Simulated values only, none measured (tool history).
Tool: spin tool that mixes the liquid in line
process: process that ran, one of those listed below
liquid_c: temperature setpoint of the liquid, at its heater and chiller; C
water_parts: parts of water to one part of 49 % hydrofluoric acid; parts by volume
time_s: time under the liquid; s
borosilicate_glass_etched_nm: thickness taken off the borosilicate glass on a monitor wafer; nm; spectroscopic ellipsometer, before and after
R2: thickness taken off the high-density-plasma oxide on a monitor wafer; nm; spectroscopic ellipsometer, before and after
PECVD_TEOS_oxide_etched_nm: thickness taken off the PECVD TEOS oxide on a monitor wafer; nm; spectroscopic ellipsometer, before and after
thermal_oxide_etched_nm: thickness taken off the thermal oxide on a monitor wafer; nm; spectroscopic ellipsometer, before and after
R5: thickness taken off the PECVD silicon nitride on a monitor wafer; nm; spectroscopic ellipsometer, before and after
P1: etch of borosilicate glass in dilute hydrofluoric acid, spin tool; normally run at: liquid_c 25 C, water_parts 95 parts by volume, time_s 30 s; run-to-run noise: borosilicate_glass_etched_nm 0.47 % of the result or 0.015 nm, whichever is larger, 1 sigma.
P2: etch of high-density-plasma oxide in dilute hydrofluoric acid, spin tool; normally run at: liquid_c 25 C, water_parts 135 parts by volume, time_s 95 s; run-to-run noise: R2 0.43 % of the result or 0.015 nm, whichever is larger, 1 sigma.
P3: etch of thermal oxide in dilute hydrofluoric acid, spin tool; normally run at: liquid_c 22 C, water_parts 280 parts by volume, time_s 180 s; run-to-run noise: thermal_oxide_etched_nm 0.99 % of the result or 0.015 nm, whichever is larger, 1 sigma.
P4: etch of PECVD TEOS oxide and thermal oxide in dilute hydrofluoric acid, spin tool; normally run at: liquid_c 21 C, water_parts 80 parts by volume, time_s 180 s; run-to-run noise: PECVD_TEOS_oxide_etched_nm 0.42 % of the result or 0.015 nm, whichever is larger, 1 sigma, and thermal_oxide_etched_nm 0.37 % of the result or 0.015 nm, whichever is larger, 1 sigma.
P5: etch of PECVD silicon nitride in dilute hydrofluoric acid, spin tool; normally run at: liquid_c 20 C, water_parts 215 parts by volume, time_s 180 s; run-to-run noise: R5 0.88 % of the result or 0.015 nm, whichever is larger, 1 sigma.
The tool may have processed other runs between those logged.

Run 1, hour 7.4: process P1, liquid_c 25 C, water_parts 95 parts by volume, time_s 30 s. Result: borosilicate_glass_etched_nm 7.7375 nm.
Run 2, hour 13.4: process P2, liquid_c 25 C, water_parts 135 parts by volume, time_s 95 s. Result: R2 7.5564 nm.
Run 3, hour 19.3: process P4, liquid_c 21 C, water_parts 80 parts by volume, time_s 180 s. Result: PECVD_TEOS_oxide_etched_nm 31.436 nm, thermal_oxide_etched_nm 9.3642 nm.
Run 4, hour 22.8: process P2, liquid_c 25 C, water_parts 25 parts by volume, time_s 95 s. Result: R2 46.854 nm.
Run 5, hour 26.3: process P2, liquid_c 25 C, water_parts 135 parts by volume, time_s 95 s. Result: R2 7.5321 nm.
Run 6, hour 32.7: process P2, liquid_c 21.5 C, water_parts 135 parts by volume, time_s 95 s. Result: R2 6.5655 nm.
Run 7, hour 40.2: process P1, liquid_c 30 C, water_parts 95 parts by volume, time_s 60 s. Result: borosilicate_glass_etched_nm 18.875 nm.
Run 8, hour 43.8: process P1, liquid_c 25 C, water_parts 30 parts by volume, time_s 30 s. Result: borosilicate_glass_etched_nm 26.538 nm.
Run 9, hour 48.8: process P1, liquid_c 25 C, water_parts 95 parts by volume, time_s 65 s. Result: borosilicate_glass_etched_nm 16.992 nm.
Run 10, hour 52.8: process P1, liquid_c 25 C, water_parts 95 parts by volume, time_s 30 s. Result: borosilicate_glass_etched_nm 7.7728 nm.
Run 11, hour 57.6: process P1, liquid_c 25 C, water_parts 155 parts by volume, time_s 30 s. Result: borosilicate_glass_etched_nm 4.4315 nm.
Run 12, hour 63.6: process P3, liquid_c 22 C, water_parts 280 parts by volume, time_s 180 s. Result: thermal_oxide_etched_nm 2.4139 nm.
Run 13, hour 67.5: process P1, liquid_c 31.5 C, water_parts 95 parts by volume, time_s 30 s. Result: borosilicate_glass_etched_nm 9.9644 nm.
Run 14, hour 72.6: process P5, liquid_c 20 C, water_parts 215 parts by volume, time_s 310 s. Result: R5 3.9961 nm.
Run 15, hour 76.7: process P5, liquid_c 20 C, water_parts 215 parts by volume, time_s 180 s. Result: R5 2.371 nm.
Run 16, hour 84.3: process P1, liquid_c 25 C, water_parts 95 parts by volume, time_s 30 s. Result: borosilicate_glass_etched_nm 7.7744 nm.
Run 17, hour 91.4: process P4, liquid_c 21 C, water_parts 80 parts by volume, time_s 30 s. Result: PECVD_TEOS_oxide_etched_nm 5.2443 nm, thermal_oxide_etched_nm 1.5747 nm.
Run 18, hour 97.3: process P3, liquid_c 22 C, water_parts 175 parts by volume, time_s 180 s. Result: thermal_oxide_etched_nm 4.2021 nm.
Run 19, hour 104.2: process P1, liquid_c 25 C, water_parts 95 parts by volume, time_s 15 s. Result: borosilicate_glass_etched_nm 3.8836 nm.
Run 20, hour 108.9: process P1, liquid_c 25 C, water_parts 60 parts by volume, time_s 50 s. Result: borosilicate_glass_etched_nm 21.56 nm.
Run 21, hour 115.3: process P5, liquid_c 20 C, water_parts 105 parts by volume, time_s 180 s. Result: R5 4.6899 nm.
Run 22, hour 122.7: process P5, liquid_c 17 C, water_parts 215 parts by volume, time_s 180 s. Result: R5 1.9067 nm.
Run 23, hour 130.3: process P1, liquid_c 25 C, water_parts 95 parts by volume, time_s 30 s. Result: borosilicate_glass_etched_nm 7.7326 nm.
Run 24, hour 134.3: process P1, liquid_c 20 C, water_parts 95 parts by volume, time_s 30 s. Result: borosilicate_glass_etched_nm 6.4182 nm.
Run 25, hour 140.7: process P2, liquid_c 25 C, water_parts 135 parts by volume, time_s 35 s. Result: R2 2.7739 nm.
Run 26, hour 147.4: process P3, liquid_c 22 C, water_parts 280 parts by volume, time_s 20 s. Result: thermal_oxide_etched_nm 0.29358 nm.
Run 27, hour 154.9: process P3, liquid_c 22 C, water_parts 280 parts by volume, time_s 180 s. Result: thermal_oxide_etched_nm 2.406 nm.
Run 28, hour 159.4: process P1, liquid_c 25 C, water_parts 95 parts by volume, time_s 30 s. Result: borosilicate_glass_etched_nm 7.7479 nm.
Run 29, hour 167.1: process P4, liquid_c 21 C, water_parts 80 parts by volume, time_s 180 s. Result: PECVD_TEOS_oxide_etched_nm 31.21 nm, thermal_oxide_etched_nm 9.3468 nm.
Run 30, hour 172.2: process P4, liquid_c 21 C, water_parts 125 parts by volume, time_s 180 s. Result: PECVD_TEOS_oxide_etched_nm 19.072 nm, thermal_oxide_etched_nm 5.6721 nm.
Run 31, hour 176.7: process P4, liquid_c 29 C, water_parts 80 parts by volume, time_s 180 s. Result: PECVD_TEOS_oxide_etched_nm 43.167 nm, thermal_oxide_etched_nm 12.908 nm.
Run 32, hour 182: process P3, liquid_c 17 C, water_parts 280 parts by volume, time_s 180 s. Result: thermal_oxide_etched_nm 1.9913 nm.
Run 33, hour 189.7: process P1, liquid_c 25 C, water_parts 95 parts by volume, time_s 30 s. Result: borosilicate_glass_etched_nm 7.7214 nm.
Run 34, hour 196: process P1, liquid_c 25 C, water_parts 95 parts by volume, time_s 30 s. Result: borosilicate_glass_etched_nm 8.0406 nm.
Run 35, hour 202.5: process P1, liquid_c 25 C, water_parts 95 parts by volume, time_s 30 s. Result: borosilicate_glass_etched_nm 8.1837 nm.
Run 36, hour 207.2: process P1, liquid_c 25 C, water_parts 95 parts by volume, time_s 30 s. Result: borosilicate_glass_etched_nm 8.3023 nm.
Run 37, hour 213.2: process P1, liquid_c 25 C, water_parts 95 parts by volume, time_s 30 s. Result: borosilicate_glass_etched_nm 8.3172 nm.
Run 38, hour 218.4: process P1, liquid_c 25 C, water_parts 95 parts by volume, time_s 30 s. Result: borosilicate_glass_etched_nm 8.419 nm.
Run 39, hour 223.9: process P1, liquid_c 25 C, water_parts 95 parts by volume, time_s 30 s. Result: borosilicate_glass_etched_nm 8.4267 nm.
Run 40, hour 228.4: process P1, liquid_c 25 C, water_parts 95 parts by volume, time_s 30 s. Result: borosilicate_glass_etched_nm 8.4243 nm.
Run 41, hour 232.2: process P1, liquid_c 25 C, water_parts 95 parts by volume, time_s 30 s. Result: borosilicate_glass_etched_nm 8.4631 nm.
Run 42, hour 237.1: process P1, liquid_c 25 C, water_parts 95 parts by volume, time_s 30 s. Result: borosilicate_glass_etched_nm 8.5004 nm.
Run 43, hour 244.2: process P1, liquid_c 25 C, water_parts 95 parts by volume, time_s 30 s. Result: borosilicate_glass_etched_nm 8.4669 nm.
Run 44, hour 248.9: process P1, liquid_c 25 C, water_parts 95 parts by volume, time_s 30 s. Result: borosilicate_glass_etched_nm 8.401 nm.

Something has made what P1 gives creep away from where it was; the 2 causes below, each at its own stated size, fit the log equally well:
A: hydrofluoric acid flow above the setpoint (%) = 8.12
B: liquid hotter than its thermometer reads (K) = 2.24
The onset of the drift is placed at about hour 189.7.

Which of the 4 check runs listed below, each an average over 2 wafers with its results shown as question marks, gives clearly different results under the different listed causes?
Run check 1, hour 253.6: process P2, liquid_c 25 C, water_parts 135 parts by volume, time_s 95 s. Result: R2 ?.
Run check 2, hour 253.6: process P4, liquid_c 21 C, water_parts 80 parts by volume, time_s 180 s. Result: PECVD_TEOS_oxide_etched_nm ?, thermal_oxide_etched_nm ?.
Run check 3, hour 253.6: process P5, liquid_c 20 C, water_parts 215 parts by volume, time_s 180 s. Result: R5 ?.
Run check 4, hour 253.6: process P3, liquid_c 22 C, water_parts 280 parts by volume, time_s 180 s. Result: thermal_oxide_etched_nm ?.

Outcome of each check run for each possible cause:
  check                      result    if A    if B
check 1                          R2  8.2521  8.2066
check 2  PECVD_TEOS_oxide_etched_nm  34.076  34.292
check 2     thermal_oxide_etched_nm  10.174  10.238
check 3                          R5  2.5255  2.7057
check 4     thermal_oxide_etched_nm  2.6391  2.5904
Per check, the gap between the least separated pair of causes, taken in the result that splits them most: check 1 0.55 %; check 2 0.63 %; check 3 6.89 %; check 4 1.86 %
Check 3 tells the causes apart: in the others they would give nearly the same result.

Running check 3 produced the following: R5 2.7006 nm. Which one of the listed causes fits?

Of the candidate causes, it is B: liquid hotter than its thermometer reads (K).

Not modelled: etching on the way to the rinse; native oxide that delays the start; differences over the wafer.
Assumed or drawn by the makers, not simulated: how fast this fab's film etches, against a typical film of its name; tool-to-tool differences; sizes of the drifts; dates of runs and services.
